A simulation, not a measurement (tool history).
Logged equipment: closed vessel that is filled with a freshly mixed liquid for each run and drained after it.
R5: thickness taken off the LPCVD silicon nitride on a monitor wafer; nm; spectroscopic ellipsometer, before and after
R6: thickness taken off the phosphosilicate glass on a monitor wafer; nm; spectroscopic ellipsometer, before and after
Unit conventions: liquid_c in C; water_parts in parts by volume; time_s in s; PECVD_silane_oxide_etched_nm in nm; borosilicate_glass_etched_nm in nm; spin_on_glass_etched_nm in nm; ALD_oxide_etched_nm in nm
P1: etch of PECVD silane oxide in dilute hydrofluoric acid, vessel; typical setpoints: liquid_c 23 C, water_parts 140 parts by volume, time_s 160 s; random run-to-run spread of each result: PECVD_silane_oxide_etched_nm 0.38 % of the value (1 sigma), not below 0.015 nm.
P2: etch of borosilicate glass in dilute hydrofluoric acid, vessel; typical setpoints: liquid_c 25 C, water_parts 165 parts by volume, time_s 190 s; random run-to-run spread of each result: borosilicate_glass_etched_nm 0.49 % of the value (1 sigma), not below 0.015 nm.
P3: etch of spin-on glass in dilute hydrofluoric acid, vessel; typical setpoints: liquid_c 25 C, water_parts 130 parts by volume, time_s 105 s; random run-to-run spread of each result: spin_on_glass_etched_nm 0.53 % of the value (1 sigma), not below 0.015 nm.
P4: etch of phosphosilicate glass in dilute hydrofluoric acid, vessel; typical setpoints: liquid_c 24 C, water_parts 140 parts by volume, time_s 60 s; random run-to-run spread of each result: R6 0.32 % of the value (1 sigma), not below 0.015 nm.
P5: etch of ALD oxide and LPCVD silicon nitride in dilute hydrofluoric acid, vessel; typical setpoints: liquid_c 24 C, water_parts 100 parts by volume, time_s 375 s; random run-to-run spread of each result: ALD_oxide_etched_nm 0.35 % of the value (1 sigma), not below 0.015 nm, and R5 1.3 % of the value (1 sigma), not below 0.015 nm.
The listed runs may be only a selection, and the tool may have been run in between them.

run 1 hour=16.7 | process=P1 liquid_c=23 water_parts=140 time_s=160 | PECVD_silane_oxide_etched_nm=20.421
run 2 hour=29.7 | process=P2 liquid_c=25 water_parts=50 time_s=190 | borosilicate_glass_etched_nm=124.83
run 3 hour=40.4 | process=P1 liquid_c=23 water_parts=225 time_s=160 | PECVD_silane_oxide_etched_nm=11.657
run 4 hour=59.4 | process=P1 liquid_c=23 water_parts=140 time_s=160 | PECVD_silane_oxide_etched_nm=20.371
run 5 hour=77.6 | process=P1 liquid_c=28.5 water_parts=140 time_s=160 | PECVD_silane_oxide_etched_nm=25.113
run 6 hour=96 | process=P1 liquid_c=23 water_parts=40 time_s=160 | PECVD_silane_oxide_etched_nm=81.12
run 7 hour=114.3 | process=P3 liquid_c=25 water_parts=130 time_s=160 | spin_on_glass_etched_nm=80.145
run 8 hour=128.5 | process=P2 liquid_c=25 water_parts=165 time_s=40 | borosilicate_glass_etched_nm=6.9141
run 9 hour=147.9 | process=P1 liquid_c=17 water_parts=50 time_s=160 | PECVD_silane_oxide_etched_nm=49.923
run 10 hour=163.4 | process=P5 liquid_c=24 water_parts=175 time_s=375 | ALD_oxide_etched_nm=23.872 R5=1.0092
run 11 hour=180 | process=P5 liquid_c=31.5 water_parts=100 time_s=375 | ALD_oxide_etched_nm=60.63 R5=2.9279
run 12 hour=196.5 | process=P1 liquid_c=23 water_parts=240 time_s=50 | PECVD_silane_oxide_etched_nm=3.3378
run 13 hour=213.3 | process=P1 liquid_c=23 water_parts=140 time_s=160 | PECVD_silane_oxide_etched_nm=20.428
run 14 hour=223.2 | process=P2 liquid_c=30 water_parts=165 time_s=190 | borosilicate_glass_etched_nm=39.467
run 15 hour=240 | process=P5 liquid_c=24 water_parts=100 time_s=375 | ALD_oxide_etched_nm=45.623 R5=1.8168
run 16 hour=249.8 | process=P5 liquid_c=24 water_parts=100 time_s=375 | ALD_oxide_etched_nm=45.327 R5=1.8613
run 17 hour=264.2 | process=P1 liquid_c=23 water_parts=140 time_s=160 | PECVD_silane_oxide_etched_nm=20.602
run 18 hour=276.5 | process=P3 liquid_c=25 water_parts=65 time_s=105 | spin_on_glass_etched_nm=115
run 19 hour=293.9 | process=P4 liquid_c=24 water_parts=215 time_s=60 | R6=47.97
run 20 hour=311 | process=P2 liquid_c=25 water_parts=165 time_s=190 | borosilicate_glass_etched_nm=33.021
-- hour=324.9 hydrofluoric acid flow meter replaced
run 21 hour=328.4 | process=P3 liquid_c=25 water_parts=130 time_s=105 | spin_on_glass_etched_nm=52.087
run 22 hour=342.5 | process=P1 liquid_c=17 water_parts=140 time_s=160 | PECVD_silane_oxide_etched_nm=16.209
run 23 hour=360.4 | process=P1 liquid_c=23 water_parts=140 time_s=60 | PECVD_silane_oxide_etched_nm=7.726
run 24 hour=373.5 | process=P3 liquid_c=32 water_parts=130 time_s=105 | spin_on_glass_etched_nm=67.958
run 25 hour=392.5 | process=P5 liquid_c=24 water_parts=100 time_s=170 | ALD_oxide_etched_nm=20.62 R5=0.81872
run 26 hour=406.6 | process=P4 liquid_c=24 water_parts=140 time_s=85 | R6=113
run 27 hour=423 | process=P4 liquid_c=24 water_parts=140 time_s=60 | R6=79.704
run 28 hour=436.4 | process=P4 liquid_c=19.5 water_parts=140 time_s=60 | R6=66.742
run 29 hour=454.7 | process=P1 liquid_c=23 water_parts=90 time_s=250 | PECVD_silane_oxide_etched_nm=52.865
run 30 hour=465.8 | process=P1 liquid_c=23 water_parts=140 time_s=270 | PECVD_silane_oxide_etched_nm=34.534
run 31 hour=475.9 | process=P1 liquid_c=23 water_parts=140 time_s=160 | PECVD_silane_oxide_etched_nm=20.369
run 32 hour=493.2 | process=P4 liquid_c=24 water_parts=140 time_s=60 | R6=79.241
run 33 hour=507.7 | process=P1 liquid_c=23 water_parts=140 time_s=160 | PECVD_silane_oxide_etched_nm=20.443
run 34 hour=517.1 | process=P1 liquid_c=23 water_parts=140 time_s=160 | PECVD_silane_oxide_etched_nm=20.096
run 35 hour=527.7 | process=P1 liquid_c=23 water_parts=140 time_s=160 | PECVD_silane_oxide_etched_nm=19.809
run 36 hour=545.2 | process=P1 liquid_c=23 water_parts=140 time_s=160 | PECVD_silane_oxide_etched_nm=19.497
run 37 hour=556.8 | process=P1 liquid_c=23 water_parts=140 time_s=160 | PECVD_silane_oxide_etched_nm=19.289
run 38 hour=568.8 | process=P1 liquid_c=23 water_parts=140 time_s=160 | PECVD_silane_oxide_etched_nm=19.273
run 39 hour=580.4 | process=P1 liquid_c=23 water_parts=140 time_s=160 | PECVD_silane_oxide_etched_nm=19.364
run 40 hour=594.5 | process=P1 liquid_c=23 water_parts=140 time_s=160 | PECVD_silane_oxide_etched_nm=19.122
run 41 hour=604.7 | process=P1 liquid_c=23 water_parts=140 time_s=160 | PECVD_silane_oxide_etched_nm=19.191
run 42 hour=617.4 | process=P1 liquid_c=23 water_parts=140 time_s=160 | PECVD_silane_oxide_etched_nm=19.179
run 43 hour=635.6 | process=P1 liquid_c=23 water_parts=140 time_s=160 | PECVD_silane_oxide_etched_nm=19.043

Compared with where it was, what P1 gives has crept away. Each cause listed below fits the log as well as the rest, at the size given for it:
A: liquid colder than its thermometer reads (K) = 1.75
B: hydrofluoric acid flow below the setpoint (%) = 5.73
Onset of the creep was near hour 507.7.

The 4 check runs listed below each average the results of 5 wafers, and their outcomes are marked with question marks. Under which run would the listed causes produce clearly different results?
run check 1 hour=653.8 | process=P2 liquid_c=25 water_parts=165 time_s=190 | borosilicate_glass_etched_nm=?
run check 2 hour=653.8 | process=P3 liquid_c=25 water_parts=130 time_s=105 | spin_on_glass_etched_nm=?
run check 3 hour=653.8 | process=P4 liquid_c=24 water_parts=140 time_s=60 | R6=?
run check 4 hour=653.8 | process=P5 liquid_c=24 water_parts=100 time_s=375 | ALD_oxide_etched_nm=? R5=?

Expected result of each check under each candidate cause:
check=check_1 result=borosilicate_glass_etched_nm if_A=30.897 if_B=30.763
check=check_2 result=spin_on_glass_etched_nm if_A=48.939 if_B=48.906
check=check_3 result=R6 if_A=74.325 if_B=74.262
check=check_4 result=ALD_oxide_etched_nm if_A=42.416 if_B=42.561
check=check_4 result=R5 if_A=1.5968 if_B=1.6919
Distance between the nearest two causes, measured in the result of the check that separates them most: check 1 0.43 %; check 2 0.07 %; check 3 0.09 %; check 4 5.79 %
Of the check runs offered, only check 4 discriminates between the causes; the rest would read about the same regardless of which cause applies.

After running check 4, the following was obtained: ALD_oxide_etched_nm 42.369 nm; R5 1.6036 nm. Which cause does this point to?

It was cause A: liquid colder than its thermometer reads (K).
